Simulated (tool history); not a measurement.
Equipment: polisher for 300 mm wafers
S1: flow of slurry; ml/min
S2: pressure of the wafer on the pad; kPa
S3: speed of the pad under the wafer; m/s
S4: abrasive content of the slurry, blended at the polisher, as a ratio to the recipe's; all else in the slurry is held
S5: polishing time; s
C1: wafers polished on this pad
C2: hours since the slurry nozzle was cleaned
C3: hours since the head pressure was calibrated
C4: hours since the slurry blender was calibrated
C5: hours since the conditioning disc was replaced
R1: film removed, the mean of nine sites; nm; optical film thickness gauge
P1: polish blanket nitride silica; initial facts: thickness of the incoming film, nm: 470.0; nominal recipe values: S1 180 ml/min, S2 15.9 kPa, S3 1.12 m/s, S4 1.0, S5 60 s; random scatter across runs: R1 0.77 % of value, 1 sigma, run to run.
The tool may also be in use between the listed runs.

run	day	S1	S2	S3	S4	S5	C1	C2	C3	C4	C5	R1
1	0.442	180	15.9	1.12	1.0	60	338	365.2	350.1	93.2	117.7	25.834
2	1.158	180	15.9	0.50	1.0	60	488	382.4	367.3	110.4	134.9	13.417
3	1.608	180	15.9	1.12	1.0	30	581	393.2	378.1	121.2	145.7	12.669
4	2.054	180	15.9	1.12	1.5	60	674	403.9	388.8	131.9	156.4	30.216
5	2.629	110	15.9	1.62	1.0	60	794	417.7	402.6	145.7	170.2	31.708
6	3.321	180	15.9	1.12	1.3	85	938	434.3	419.2	162.3	186.8	40.907
7	4.046	180	9.0	1.12	1.0	60	1089	451.7	436.6	179.7	204.2	14.425
# day 4.354: slurry nozzle cleaned
8	4.704	180	15.9	1.12	1.0	60	1227	8.4	452.4	195.5	220.0	25.690
# day 4.796: head pressure recalibrated
9	5.312	180	15.9	1.12	1.0	60	1353	23.0	12.5	210.1	234.6	25.622
10	5.812	180	15.9	1.12	1.0	60	1458	35.0	24.5	222.1	246.6	25.666
11	6.467	260	15.9	1.12	1.0	60	1594	50.7	40.2	237.8	262.3	26.911
12	6.800	180	15.9	1.48	0.7	60	1663	58.7	48.2	245.8	270.3	26.850
13	7.158	180	15.9	1.12	0.5	60	1738	67.3	56.8	254.4	278.9	17.800
14	7.679	180	15.9	1.12	1.0	60	1847	79.8	69.3	266.9	291.4	25.442
15	8.067	180	15.9	1.12	1.0	93	1927	89.1	78.6	276.2	300.7	40.001
16	8.650	180	24.8	1.12	1.0	60	2049	103.1	92.6	290.2	314.7	40.234
17	9.150	110	15.9	1.12	1.0	60	2153	115.1	104.6	302.2	326.7	23.704
18	9.871	180	15.9	1.76	1.0	60	2303	132.4	121.9	319.5	344.0	36.822
19	10.496	180	15.9	1.12	1.0	60	2433	147.4	136.9	334.5	359.0	25.493
20	11.167	180	15.9	1.12	1.0	60	2573	163.5	153.0	350.6	375.1	24.722
21	11.871	180	15.9	1.12	1.0	60	2720	180.4	169.9	367.5	392.0	23.851
22	12.546	180	15.9	1.12	1.0	60	2861	196.6	186.1	383.7	408.2	23.601
# day 12.625: conditioning disc replaced and pad reconditioned
23	13.275	180	15.9	1.12	1.0	60	3013	214.1	203.6	401.2	15.6	23.721
24	13.812	180	15.9	1.12	1.0	60	3125	227.0	216.5	414.1	28.5	23.358
# day 13.867: head pressure recalibrated
25	14.208	180	15.9	1.12	1.0	60	3207	236.5	8.2	423.6	38.0	23.015
26	14.638	180	15.9	1.12	1.0	60	3296	246.8	18.5	433.9	48.3	23.572
# day 14.762: slurry nozzle cleaned
27	15.279	180	15.9	1.12	1.0	60	3430	12.4	33.9	449.3	63.7	23.156
28	15.796	180	15.9	1.12	1.0	60	3538	24.8	46.3	461.7	76.1	23.156
29	16.225	180	15.9	1.12	1.0	60	3627	35.1	56.6	472.0	86.4	22.997

The output of P1 has drifted from where it used to be. Each of the 2 causes below, taken at the size shown beside it, accounts for the log equally well:
A: removal rate lost through wear of the pad, % = 10
B: abrasive missing from the slurry, % = 19.7
The gradual shift began around day 10.496.
The rest of the possible causes, and what rules out each one:
slurry flow missing at the pad, %: serviced after onset, at day 14.762, with no recovery of the prior output
head's pressure below its setpoint, %: serviced after onset, at day 13.867, with no recovery of the prior output
time polished since the conditioner stopped cutting, s: serviced after onset, at day 12.625, with no recovery of the prior output

The 4 check runs listed below each average the results of 3 wafers, and their outcomes are marked with question marks. Under which run would the listed causes produce clearly different results?
check 1	16.654	180	24.8	1.12	1.00	38						?
check 2	16.654	180	10.3	1.12	0.55	60						?
check 3	16.654	110	15.9	1.76	1.00	60						?
check 4	16.654	180	15.9	0.54	1.00	35						?

Outcome of each check run for each possible cause:
check	result	if A	if B
check 1	R1	22.9170	22.9090
check 2	R1	10.9900	10.6390
check 3	R1	30.3010	30.2900
check 4	R1	7.5234	7.5206
Separation of the two closest causes in each check, using whichever result separates them best: check 1 0.04 %; check 2 3.25 %; check 3 0.04 %; check 4 0.04 %
Only in check 2 would the causes give clearly different results; in the remaining checks their results would be nearly the same.

After running check 2, the following was obtained: R1 10.5520 nm. Which cause does this point to?

The cause is B: abrasive missing from the slurry, %.
